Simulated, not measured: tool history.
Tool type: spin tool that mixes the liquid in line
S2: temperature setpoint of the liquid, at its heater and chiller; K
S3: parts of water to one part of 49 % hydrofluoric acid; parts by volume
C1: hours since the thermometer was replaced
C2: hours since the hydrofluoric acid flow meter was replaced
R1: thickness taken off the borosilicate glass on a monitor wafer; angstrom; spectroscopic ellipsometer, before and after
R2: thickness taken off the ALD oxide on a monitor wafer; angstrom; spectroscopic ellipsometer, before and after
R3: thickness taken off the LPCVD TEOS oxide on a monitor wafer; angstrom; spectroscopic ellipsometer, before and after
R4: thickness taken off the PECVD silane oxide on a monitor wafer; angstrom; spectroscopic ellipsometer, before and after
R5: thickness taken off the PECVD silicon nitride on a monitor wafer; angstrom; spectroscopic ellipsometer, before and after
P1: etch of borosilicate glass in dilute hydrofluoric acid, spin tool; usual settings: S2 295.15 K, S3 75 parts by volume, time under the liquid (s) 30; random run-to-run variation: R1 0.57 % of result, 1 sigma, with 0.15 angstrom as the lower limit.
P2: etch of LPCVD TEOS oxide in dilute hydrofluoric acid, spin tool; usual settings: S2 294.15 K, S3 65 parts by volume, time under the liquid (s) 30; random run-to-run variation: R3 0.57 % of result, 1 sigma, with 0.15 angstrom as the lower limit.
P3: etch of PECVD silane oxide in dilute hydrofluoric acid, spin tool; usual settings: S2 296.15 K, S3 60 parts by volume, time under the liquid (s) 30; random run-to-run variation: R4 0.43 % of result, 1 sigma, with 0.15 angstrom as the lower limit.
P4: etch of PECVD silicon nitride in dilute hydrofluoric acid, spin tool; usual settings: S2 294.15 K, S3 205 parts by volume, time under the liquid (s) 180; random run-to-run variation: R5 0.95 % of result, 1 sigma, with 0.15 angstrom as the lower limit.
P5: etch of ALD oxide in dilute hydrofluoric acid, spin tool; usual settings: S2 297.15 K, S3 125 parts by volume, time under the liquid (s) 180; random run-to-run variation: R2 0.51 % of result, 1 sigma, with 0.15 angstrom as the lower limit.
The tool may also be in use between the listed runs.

run 1 day=0.667 | process_that_ran=P1 S2=295.15 S3=75 time_under_the_liquid_(s)=30 | C1=433 C2=1036.3 | R1=192.74
run 2 day=1 | process_that_ran=P1 S2=295.15 S3=25 time_under_the_liquid_(s)=30 | C1=441 C2=1044.3 | R1=615.76
run 3 day=1.496 | process_that_ran=P5 S2=297.15 S3=125 time_under_the_liquid_(s)=340 | C1=452.9 C2=1056.2 | R2=269.82
run 4 day=1.796 | process_that_ran=P1 S2=300.65 S3=75 time_under_the_liquid_(s)=30 | C1=460.1 C2=1063.4 | R1=241.1
run 5 day=2.35 | process_that_ran=P2 S2=290.15 S3=65 time_under_the_liquid_(s)=30 | C1=473.4 C2=1076.7 | R3=60.724
run 6 day=2.867 | process_that_ran=P1 S2=295.15 S3=35 time_under_the_liquid_(s)=15 | C1=485.8 C2=1089.1 | R1=217.01
run 7 day=3.254 | process_that_ran=P1 S2=295.15 S3=75 time_under_the_liquid_(s)=30 | C1=495.1 C2=1098.4 | R1=193.15
run 8 day=3.896 | process_that_ran=P2 S2=294.15 S3=20 time_under_the_liquid_(s)=30 | C1=510.5 C2=1113.8 | R3=247.02
run 9 day=4.371 | process_that_ran=P1 S2=290.15 S3=75 time_under_the_liquid_(s)=30 | C1=521.9 C2=1125.2 | R1=155.85
run 10 day=5.004 | process_that_ran=P1 S2=295.15 S3=75 time_under_the_liquid_(s)=30 | C1=537.1 C2=1140.4 | R1=191.77
run 11 day=5.479 | process_that_ran=P2 S2=294.15 S3=65 time_under_the_liquid_(s)=15 | C1=548.5 C2=1151.8 | R3=35.988
run 12 day=5.871 | process_that_ran=P3 S2=296.15 S3=90 time_under_the_liquid_(s)=30 | C1=557.9 C2=1161.2 | R4=85.706
run 13 day=6.421 | process_that_ran=P5 S2=297.15 S3=80 time_under_the_liquid_(s)=180 | C1=571.1 C2=1174.4 | R2=236.76
run 14 day=6.767 | process_that_ran=P5 S2=297.15 S3=125 time_under_the_liquid_(s)=180 | C1=579.4 C2=1182.7 | R2=145.1
run 15 day=7.275 | process_that_ran=P4 S2=294.15 S3=205 time_under_the_liquid_(s)=350 | C1=591.6 C2=1194.9 | R5=56.53
run 16 day=7.875 | process_that_ran=P4 S2=294.15 S3=205 time_under_the_liquid_(s)=180 | C1=606 C2=1209.3 | R5=29.612
run 17 day=8.312 | process_that_ran=P5 S2=297.15 S3=125 time_under_the_liquid_(s)=180 | C1=616.5 C2=1219.8 | R2=142.68
run 18 day=8.729 | process_that_ran=P3 S2=296.15 S3=60 time_under_the_liquid_(s)=30 | C1=626.5 C2=1229.8 | R4=133.36
run 19 day=9.279 | process_that_ran=P3 S2=296.15 S3=60 time_under_the_liquid_(s)=45 | C1=639.7 C2=1243 | R4=200.01
run 20 day=9.767 | process_that_ran=P3 S2=291.15 S3=60 time_under_the_liquid_(s)=30 | C1=651.4 C2=1254.7 | R4=107.81
run 21 day=10.342 | process_that_ran=P4 S2=294.15 S3=120 time_under_the_liquid_(s)=180 | C1=665.2 C2=1268.5 | R5=49.54
run 22 day=10.925 | process_that_ran=P5 S2=290.15 S3=125 time_under_the_liquid_(s)=180 | C1=679.2 C2=1282.5 | R2=108.04
run 23 day=11.4 | process_that_ran=P4 S2=294.15 S3=205 time_under_the_liquid_(s)=180 | C1=690.6 C2=1293.9 | R5=29.404
run 24 day=11.721 | process_that_ran=P3 S2=296.15 S3=60 time_under_the_liquid_(s)=30 | C1=698.3 C2=1301.6 | R4=133.41
run 25 day=12.012 | process_that_ran=P2 S2=294.15 S3=65 time_under_the_liquid_(s)=30 | C1=705.3 C2=1308.6 | R3=72.036
run 26 day=12.308 | process_that_ran=P1 S2=295.15 S3=75 time_under_the_liquid_(s)=30 | C1=712.4 C2=1315.7 | R1=192.2
run 27 day=12.908 | process_that_ran=P1 S2=295.15 S3=75 time_under_the_liquid_(s)=55 | C1=726.8 C2=1330.1 | R1=350.01
run 28 day=13.383 | process_that_ran=P4 S2=290.15 S3=205 time_under_the_liquid_(s)=180 | C1=738.2 C2=1341.5 | R5=22.613
run 29 day=13.929 | process_that_ran=P1 S2=295.15 S3=75 time_under_the_liquid_(s)=30 | C1=751.3 C2=1354.6 | R1=191.17
run 30 day=14.25 | process_that_ran=P1 S2=295.15 S3=75 time_under_the_liquid_(s)=15 | C1=759 C2=1362.3 | R1=96.778
run 31 day=14.642 | process_that_ran=P1 S2=299.65 S3=130 time_under_the_liquid_(s)=30 | C1=768.4 C2=1371.7 | R1=123.7
run 32 day=14.988 | process_that_ran=P2 S2=294.15 S3=65 time_under_the_liquid_(s)=30 | C1=776.7 C2=1380 | R3=71.176
run 33 day=15.575 | process_that_ran=P1 S2=295.15 S3=75 time_under_the_liquid_(s)=30 | C1=790.8 C2=1394.1 | R1=192.32

Run 34 comes next. What will it give?
run 34 day=15.954 | process_that_ran=P1 S2=295.15 S3=120 time_under_the_liquid_(s)=30 | C1=799.9 C2=1403.2 | R1=?

Run 34 measured R1 113.71 angstrom.
